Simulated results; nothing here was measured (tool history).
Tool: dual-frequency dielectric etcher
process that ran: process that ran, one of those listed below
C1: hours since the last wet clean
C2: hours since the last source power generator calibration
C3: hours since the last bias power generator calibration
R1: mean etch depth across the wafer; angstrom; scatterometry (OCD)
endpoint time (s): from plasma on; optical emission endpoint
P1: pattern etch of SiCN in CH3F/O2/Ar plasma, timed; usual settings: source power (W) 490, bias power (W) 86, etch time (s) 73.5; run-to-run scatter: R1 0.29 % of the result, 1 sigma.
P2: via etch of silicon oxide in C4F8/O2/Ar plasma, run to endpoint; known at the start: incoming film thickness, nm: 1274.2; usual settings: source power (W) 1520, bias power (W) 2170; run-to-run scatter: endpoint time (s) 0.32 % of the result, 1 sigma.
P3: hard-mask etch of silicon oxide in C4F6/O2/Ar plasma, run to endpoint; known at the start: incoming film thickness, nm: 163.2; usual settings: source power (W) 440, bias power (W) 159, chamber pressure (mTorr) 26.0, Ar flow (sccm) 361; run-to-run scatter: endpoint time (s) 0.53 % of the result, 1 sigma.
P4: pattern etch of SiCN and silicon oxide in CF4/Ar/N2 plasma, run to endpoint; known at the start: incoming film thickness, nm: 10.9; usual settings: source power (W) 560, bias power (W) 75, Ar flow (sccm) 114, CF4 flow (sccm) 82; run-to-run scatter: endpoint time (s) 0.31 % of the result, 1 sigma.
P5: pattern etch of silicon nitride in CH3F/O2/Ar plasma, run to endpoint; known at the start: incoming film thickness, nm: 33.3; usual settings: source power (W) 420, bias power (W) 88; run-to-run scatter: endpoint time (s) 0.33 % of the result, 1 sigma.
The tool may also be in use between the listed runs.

{"run": 1, "hour": 4.8, "process that ran": "P1", "source power (W)": 490, "bias power (W)": 86, "etch time (s)": 73.5, "C1": 168.6, "C2": 2613.2, "C3": 485.6, "R1": 318.47}
{"run": 2, "hour": 9.1, "process that ran": "P3", "source power (W)": 620, "bias power (W)": 159, "chamber pressure (mTorr)": 26.0, "Ar flow (sccm)": 361, "C1": 172.9, "C2": 2617.5, "C3": 489.9, "endpoint time (s)": 45.983}
{"run": 3, "hour": 15.7, "process that ran": "P2", "source power (W)": 1020, "bias power (W)": 2170, "C1": 179.5, "C2": 2624.1, "C3": 496.5, "endpoint time (s)": 332.52}
{"run": 4, "hour": 21.4, "process that ran": "P2", "source power (W)": 1520, "bias power (W)": 2697, "C1": 185.2, "C2": 2629.8, "C3": 502.2, "endpoint time (s)": 265.82}
{"run": 5, "hour": 24.4, "process that ran": "P1", "source power (W)": 490, "bias power (W)": 86, "etch time (s)": 73.5, "C1": 188.2, "C2": 2632.8, "C3": 505.2, "R1": 317.67}
{"run": 6, "hour": 27.8, "process that ran": "P1", "source power (W)": 390, "bias power (W)": 86, "etch time (s)": 73.5, "C1": 191.6, "C2": 2636.2, "C3": 508.6, "R1": 293.14}
{"run": 7, "hour": 33.9, "process that ran": "P4", "source power (W)": 560, "bias power (W)": 75, "Ar flow (sccm)": 114, "CF4 flow (sccm)": 82, "C1": 197.7, "C2": 2642.3, "C3": 514.7, "endpoint time (s)": 10.126}
{"run": 8, "hour": 37.7, "process that ran": "P4", "source power (W)": 560, "bias power (W)": 95, "Ar flow (sccm)": 114, "CF4 flow (sccm)": 82, "C1": 201.5, "C2": 2646.1, "C3": 518.5, "endpoint time (s)": 9.3214}
{"run": 9, "hour": 41.5, "process that ran": "P3", "source power (W)": 440, "bias power (W)": 159, "chamber pressure (mTorr)": 36.5, "Ar flow (sccm)": 361, "C1": 205.3, "C2": 2649.9, "C3": 522.3, "endpoint time (s)": 55.485}
{"run": 10, "hour": 46.5, "process that ran": "P1", "source power (W)": 490, "bias power (W)": 86, "etch time (s)": 73.5, "C1": 210.3, "C2": 2654.9, "C3": 527.3, "R1": 317.78}
{"run": 11, "hour": 49.6, "process that ran": "P1", "source power (W)": 620, "bias power (W)": 86, "etch time (s)": 93.0, "C1": 213.4, "C2": 2658.0, "C3": 530.4, "R1": 438.03}
{"run": 12, "hour": 55.1, "process that ran": "P1", "source power (W)": 630, "bias power (W)": 86, "etch time (s)": 73.5, "C1": 218.9, "C2": 2663.5, "C3": 535.9, "R1": 349.15}
{"run": 13, "hour": 58.1, "process that ran": "P1", "source power (W)": 490, "bias power (W)": 86, "etch time (s)": 57.0, "C1": 221.9, "C2": 2666.5, "C3": 538.9, "R1": 245.64}
{"run": 14, "hour": 62.3, "process that ran": "P4", "source power (W)": 560, "bias power (W)": 75, "Ar flow (sccm)": 114, "CF4 flow (sccm)": 49, "C1": 226.1, "C2": 2670.7, "C3": 543.1, "endpoint time (s)": 10.96}
{"run": 15, "hour": 67.7, "process that ran": "P3", "source power (W)": 440, "bias power (W)": 159, "chamber pressure (mTorr)": 26.0, "Ar flow (sccm)": 361, "C1": 231.5, "C2": 2676.1, "C3": 548.5, "endpoint time (s)": 53.181}
{"run": 16, "hour": 74.4, "process that ran": "P1", "source power (W)": 490, "bias power (W)": 103, "etch time (s)": 73.5, "C1": 238.2, "C2": 2682.8, "C3": 555.2, "R1": 339.75}
{"run": 17, "hour": 80.5, "process that ran": "P4", "source power (W)": 560, "bias power (W)": 75, "Ar flow (sccm)": 149, "CF4 flow (sccm)": 82, "C1": 244.3, "C2": 2688.9, "C3": 561.3, "endpoint time (s)": 10.496}
{"run": 18, "hour": 86.2, "process that ran": "P5", "source power (W)": 420, "bias power (W)": 110, "C1": 250.0, "C2": 2694.6, "C3": 567.0, "endpoint time (s)": 40.057}
{"run": 19, "hour": 90.5, "process that ran": "P2", "source power (W)": 1520, "bias power (W)": 2170, "C1": 254.3, "C2": 2698.9, "C3": 571.3, "endpoint time (s)": 284.05}
{"run": 20, "hour": 93.6, "process that ran": "P3", "source power (W)": 440, "bias power (W)": 202, "chamber pressure (mTorr)": 26.0, "Ar flow (sccm)": 361, "C1": 257.4, "C2": 2702.0, "C3": 574.4, "endpoint time (s)": 48.797}
{"hour": 93.7, "done": "source power generator calibrated"}
{"run": 21, "hour": 98.6, "process that ran": "P4", "source power (W)": 760, "bias power (W)": 75, "Ar flow (sccm)": 114, "CF4 flow (sccm)": 82, "C1": 262.4, "C2": 4.9, "C3": 579.4, "endpoint time (s)": 7.7302}
{"run": 22, "hour": 102.4, "process that ran": "P5", "source power (W)": 420, "bias power (W)": 88, "C1": 266.2, "C2": 8.7, "C3": 583.2, "endpoint time (s)": 43.382}
{"run": 23, "hour": 109.1, "process that ran": "P5", "source power (W)": 550, "bias power (W)": 88, "C1": 272.9, "C2": 15.4, "C3": 589.9, "endpoint time (s)": 39.39}
{"run": 24, "hour": 113.0, "process that ran": "P3", "source power (W)": 440, "bias power (W)": 159, "chamber pressure (mTorr)": 26.0, "Ar flow (sccm)": 361, "C1": 276.8, "C2": 19.3, "C3": 593.8, "endpoint time (s)": 52.679}
{"run": 25, "hour": 117.3, "process that ran": "P3", "source power (W)": 440, "bias power (W)": 159, "chamber pressure (mTorr)": 26.0, "Ar flow (sccm)": 250, "C1": 281.1, "C2": 23.6, "C3": 598.1, "endpoint time (s)": 50.92}
{"hour": 121.6, "done": "bias power generator calibrated"}
{"run": 26, "hour": 124.1, "process that ran": "P4", "source power (W)": 560, "bias power (W)": 75, "Ar flow (sccm)": 114, "CF4 flow (sccm)": 82, "C1": 287.9, "C2": 30.4, "C3": 2.5, "endpoint time (s)": 10.077}
{"run": 27, "hour": 129.0, "process that ran": "P1", "source power (W)": 490, "bias power (W)": 86, "etch time (s)": 106.0, "C1": 292.8, "C2": 35.3, "C3": 7.4, "R1": 460.64}
{"run": 28, "hour": 132.6, "process that ran": "P1", "source power (W)": 490, "bias power (W)": 63, "etch time (s)": 73.5, "C1": 296.4, "C2": 38.9, "C3": 11.0, "R1": 284.6}
{"run": 29, "hour": 138.2, "process that ran": "P5", "source power (W)": 420, "bias power (W)": 88, "C1": 302.0, "C2": 44.5, "C3": 16.6, "endpoint time (s)": 43.663}
{"run": 30, "hour": 141.4, "process that ran": "P1", "source power (W)": 490, "bias power (W)": 86, "etch time (s)": 73.5, "C1": 305.2, "C2": 47.7, "C3": 19.8, "R1": 319.88}

Run 31 comes next. What will it give?
{"run": 31, "hour": 144.5, "process that ran": "P1", "source power (W)": 490, "bias power (W)": 86, "etch time (s)": 73.5, "C1": 308.3, "C2": 50.8, "C3": 22.9, "R1": "?"}

Run 31 gave R1 317.91 angstrom.

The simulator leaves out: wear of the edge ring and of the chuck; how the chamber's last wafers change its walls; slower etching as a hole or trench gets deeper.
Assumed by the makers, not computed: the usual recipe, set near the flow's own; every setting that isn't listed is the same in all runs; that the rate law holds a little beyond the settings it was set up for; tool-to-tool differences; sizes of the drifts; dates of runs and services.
